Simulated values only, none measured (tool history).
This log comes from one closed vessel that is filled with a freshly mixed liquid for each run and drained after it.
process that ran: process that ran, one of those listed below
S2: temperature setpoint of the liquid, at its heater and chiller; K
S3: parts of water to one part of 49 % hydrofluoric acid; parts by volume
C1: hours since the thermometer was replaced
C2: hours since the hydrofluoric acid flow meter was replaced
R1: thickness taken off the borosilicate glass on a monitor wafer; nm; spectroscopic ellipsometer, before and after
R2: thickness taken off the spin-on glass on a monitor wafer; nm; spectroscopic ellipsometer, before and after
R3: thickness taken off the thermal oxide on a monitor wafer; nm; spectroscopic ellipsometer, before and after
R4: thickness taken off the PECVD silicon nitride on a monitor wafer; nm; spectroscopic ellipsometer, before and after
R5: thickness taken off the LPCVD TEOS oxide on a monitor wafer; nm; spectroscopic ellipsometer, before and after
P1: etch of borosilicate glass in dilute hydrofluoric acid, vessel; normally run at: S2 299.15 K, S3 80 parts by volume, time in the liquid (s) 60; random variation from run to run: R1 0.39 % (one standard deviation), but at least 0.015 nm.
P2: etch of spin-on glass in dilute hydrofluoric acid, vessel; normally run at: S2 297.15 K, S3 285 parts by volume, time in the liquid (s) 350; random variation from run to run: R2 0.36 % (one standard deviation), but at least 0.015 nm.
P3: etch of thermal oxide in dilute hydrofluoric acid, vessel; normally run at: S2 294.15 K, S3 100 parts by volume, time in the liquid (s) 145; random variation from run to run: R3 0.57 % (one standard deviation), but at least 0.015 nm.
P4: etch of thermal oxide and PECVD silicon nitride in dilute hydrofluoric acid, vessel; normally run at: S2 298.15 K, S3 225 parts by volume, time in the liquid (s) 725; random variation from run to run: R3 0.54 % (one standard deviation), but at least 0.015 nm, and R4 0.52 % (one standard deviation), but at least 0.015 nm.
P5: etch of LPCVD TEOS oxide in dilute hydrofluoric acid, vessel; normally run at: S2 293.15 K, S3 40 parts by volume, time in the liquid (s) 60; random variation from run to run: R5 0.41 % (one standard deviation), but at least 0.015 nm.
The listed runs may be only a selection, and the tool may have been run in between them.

Run 1, day 0.325: process that ran P1, S2 299.15 K, S3 80 parts by volume, time in the liquid (s) 60; C1 997.6; C2 573.9. Result: R1 31.952 nm.
Run 2, day 0.754: process that ran P2, S2 297.15 K, S3 100 parts by volume, time in the liquid (s) 350; C1 1007.9; C2 584.2. Result: R2 130.45 nm.
Run 3, day 1.083: process that ran P4, S2 290.15 K, S3 225 parts by volume, time in the liquid (s) 725; C1 1015.8; C2 592.1. Result: R3 10.122 nm, R4 3.5933 nm.
Run 4, day 1.275: process that ran P3, S2 302.65 K, S3 100 parts by volume, time in the liquid (s) 145; C1 1020.4; C2 596.7. Result: R3 8.3799 nm.
Run 5, day 1.717: process that ran P1, S2 299.15 K, S3 80 parts by volume, time in the liquid (s) 110; C1 1031; C2 607.3. Result: R1 58.484 nm.
Run 6, day 2.008: process that ran P5, S2 293.15 K, S3 65 parts by volume, time in the liquid (s) 60; C1 1038; C2 614.3. Result: R5 28.522 nm.
Run 7, day 2.45: process that ran P1, S2 299.15 K, S3 130 parts by volume, time in the liquid (s) 60; C1 1048.6; C2 624.9. Result: R1 18.548 nm.
Run 8, day 2.8: process that ran P1, S2 299.15 K, S3 80 parts by volume, time in the liquid (s) 60; C1 1057; C2 633.3. Result: R1 31.726 nm.
Run 9, day 3.192: process that ran P2, S2 290.15 K, S3 285 parts by volume, time in the liquid (s) 350; C1 1066.4; C2 642.7. Result: R2 28.94 nm.
Run 10, day 3.588: process that ran P1, S2 299.15 K, S3 80 parts by volume, time in the liquid (s) 30; C1 1075.9; C2 652.2. Result: R1 15.924 nm.
Run 11, day 4.033: process that ran P1, S2 304.15 K, S3 50 parts by volume, time in the liquid (s) 60; C1 1086.6; C2 662.9. Result: R1 65.023 nm.
Run 12, day 4.329: process that ran P5, S2 293.15 K, S3 40 parts by volume, time in the liquid (s) 60; C1 1093.7; C2 670. Result: R5 47.743 nm.
Run 13, day 4.629: process that ran P3, S2 294.15 K, S3 100 parts by volume, time in the liquid (s) 30; C1 1100.9; C2 677.2. Result: R3 1.2695 nm.
Run 14, day 4.908: process that ran P5, S2 293.15 K, S3 40 parts by volume, time in the liquid (s) 30; C1 1107.6; C2 683.9. Result: R5 23.953 nm.
Run 15, day 5.333: process that ran P2, S2 297.15 K, S3 285 parts by volume, time in the liquid (s) 350; C1 1117.8; C2 694.1. Result: R2 37.546 nm.
Run 16, day 5.671: process that ran P1, S2 299.15 K, S3 30 parts by volume, time in the liquid (s) 60; C1 1125.9; C2 702.2. Result: R1 91.57 nm.
Run 17, day 5.971: process that ran P1, S2 299.15 K, S3 80 parts by volume, time in the liquid (s) 60; C1 1133.1; C2 709.4. Result: R1 31.909 nm.
Run 18, day 6.375: process that ran P2, S2 297.15 K, S3 285 parts by volume, time in the liquid (s) 580; C1 1142.8; C2 719.1. Result: R2 62.189 nm.
Run 19, day 6.654: process that ran P1, S2 307.15 K, S3 80 parts by volume, time in the liquid (s) 60; C1 1149.5; C2 725.8. Result: R1 43.2 nm.
Run 20, day 7.067: process that ran P1, S2 299.15 K, S3 80 parts by volume, time in the liquid (s) 60; C1 1159.4; C2 735.7. Result: R1 32.031 nm.
Run 21, day 7.421: process that ran P3, S2 294.15 K, S3 100 parts by volume, time in the liquid (s) 145; C1 1167.9; C2 744.2. Result: R3 6.078 nm.
Run 22, day 7.617: process that ran P1, S2 299.15 K, S3 80 parts by volume, time in the liquid (s) 60; C1 1172.6; C2 748.9. Result: R1 32.023 nm.
At day 7.892: thermometer replaced.
Run 23, day 8.012: process that ran P3, S2 294.15 K, S3 60 parts by volume, time in the liquid (s) 145; C1 3; C2 758.4. Result: R3 10.572 nm.
Run 24, day 8.417: process that ran P4, S2 298.15 K, S3 225 parts by volume, time in the liquid (s) 725; C1 12.7; C2 768.1. Result: R3 13.655 nm, R4 5.9966 nm.
Run 25, day 8.808: process that ran P5, S2 290.15 K, S3 40 parts by volume, time in the liquid (s) 60; C1 22.1; C2 777.5. Result: R5 41.872 nm.
Run 26, day 9.225: process that ran P1, S2 299.15 K, S3 80 parts by volume, time in the liquid (s) 60; C1 32.1; C2 787.5. Result: R1 32.039 nm.
Run 27, day 9.617: process that ran P1, S2 299.15 K, S3 125 parts by volume, time in the liquid (s) 115; C1 41.5; C2 796.9. Result: R1 36.843 nm.
Run 28, day 10.05: process that ran P3, S2 294.15 K, S3 100 parts by volume, time in the liquid (s) 145; C1 51.9; C2 807.3. Result: R3 6.0952 nm.
Run 29, day 10.475: process that ran P1, S2 292.65 K, S3 80 parts by volume, time in the liquid (s) 60; C1 62.1; C2 817.5. Result: R1 24.454 nm.
Run 30, day 10.858: process that ran P4, S2 298.15 K, S3 225 parts by volume, time in the liquid (s) 1415; C1 71.3; C2 826.7. Result: R3 26.72 nm, R4 11.593 nm.
Run 31, day 11.167: process that ran P5, S2 293.15 K, S3 40 parts by volume, time in the liquid (s) 60; C1 78.7; C2 834.1. Result: R5 47.713 nm.
Run 32, day 11.438: process that ran P4, S2 298.15 K, S3 330 parts by volume, time in the liquid (s) 725; C1 85.2; C2 840.6. Result: R3 8.4245 nm, R4 4.0658 nm.
Run 33, day 11.8: process that ran P1, S2 299.15 K, S3 80 parts by volume, time in the liquid (s) 60; C1 93.9; C2 849.3. Result: R1 32.17 nm.
Run 34, day 12.129: process that ran P1, S2 299.15 K, S3 80 parts by volume, time in the liquid (s) 60; C1 101.8; C2 857.2. Result: R1 32.964 nm.
Run 35, day 12.479: process that ran P1, S2 299.15 K, S3 80 parts by volume, time in the liquid (s) 60; C1 110.2; C2 865.6. Result: R1 33.855 nm.
Run 36, day 12.908: process that ran P1, S2 299.15 K, S3 80 parts by volume, time in the liquid (s) 60; C1 120.5; C2 875.9. Result: R1 33.979 nm.
Run 37, day 13.233: process that ran P1, S2 299.15 K, S3 80 parts by volume, time in the liquid (s) 60; C1 128.3; C2 883.7. Result: R1 34.068 nm.
Run 38, day 13.45: process that ran P1, S2 299.15 K, S3 80 parts by volume, time in the liquid (s) 60; C1 133.5; C2 888.9. Result: R1 34.54 nm.
Run 39, day 13.842: process that ran P1, S2 299.15 K, S3 80 parts by volume, time in the liquid (s) 60; C1 142.9; C2 898.3. Result: R1 34.499 nm.
Run 40, day 14.183: process that ran P1, S2 299.15 K, S3 80 parts by volume, time in the liquid (s) 60; C1 151.1; C2 906.5. Result: R1 34.767 nm.
Run 41, day 14.625: process that ran P1, S2 299.15 K, S3 80 parts by volume, time in the liquid (s) 60; C1 161.7; C2 917.1. Result: R1 34.657 nm.

The log shows P1 creeping away from where it was. Any of the 2 causes listed here, at the size stated for it, fits the log just as well as the others:
A: hydrofluoric acid flow above the setpoint (%) = 7.71
B: liquid hotter than its thermometer reads (K) = 2.1
The process output started creeping at around day 11.8.

Which of the 4 check runs listed below separates the causes, so that each cause would produce a clearly different result? Each run uses one wafer, and its results are marked with question marks.
Run check 1, day 15.067: process that ran P2, S2 297.15 K, S3 115 parts by volume, time in the liquid (s) 350. Result: R2 ?.
Run check 2, day 15.067: process that ran P3, S2 302.15 K, S3 100 parts by volume, time in the liquid (s) 40. Result: R3 ?.
Run check 3, day 15.067: process that ran P4, S2 290.65 K, S3 225 parts by volume, time in the liquid (s) 1365. Result: R3 ?, R4 ?.
Run check 4, day 15.067: process that ran P5, S2 293.15 K, S3 60 parts by volume, time in the liquid (s) 30. Result: R5 ?.

Expected result of each check under each candidate cause:
  check  result    if A    if B
check 1      R2  121.82  121.49
check 2      R3  2.5011  2.4873
check 3      R3  21.271  21.107
check 3      R4  7.4593  7.9785
check 4      R5  16.822  16.966
How far apart the two closest causes lie, in the result that separates them most: check 1 0.27 %; check 2 0.55 %; check 3 6.73 %; check 4 0.85 %
The causes can be told apart only by check 3. The other checks would give nearly the same results under each of them.

After running check 3, the following was obtained: R3 21.191 nm; R4 7.9339 nm. Which cause does this point to?

It is B: liquid hotter than its thermometer reads (K).

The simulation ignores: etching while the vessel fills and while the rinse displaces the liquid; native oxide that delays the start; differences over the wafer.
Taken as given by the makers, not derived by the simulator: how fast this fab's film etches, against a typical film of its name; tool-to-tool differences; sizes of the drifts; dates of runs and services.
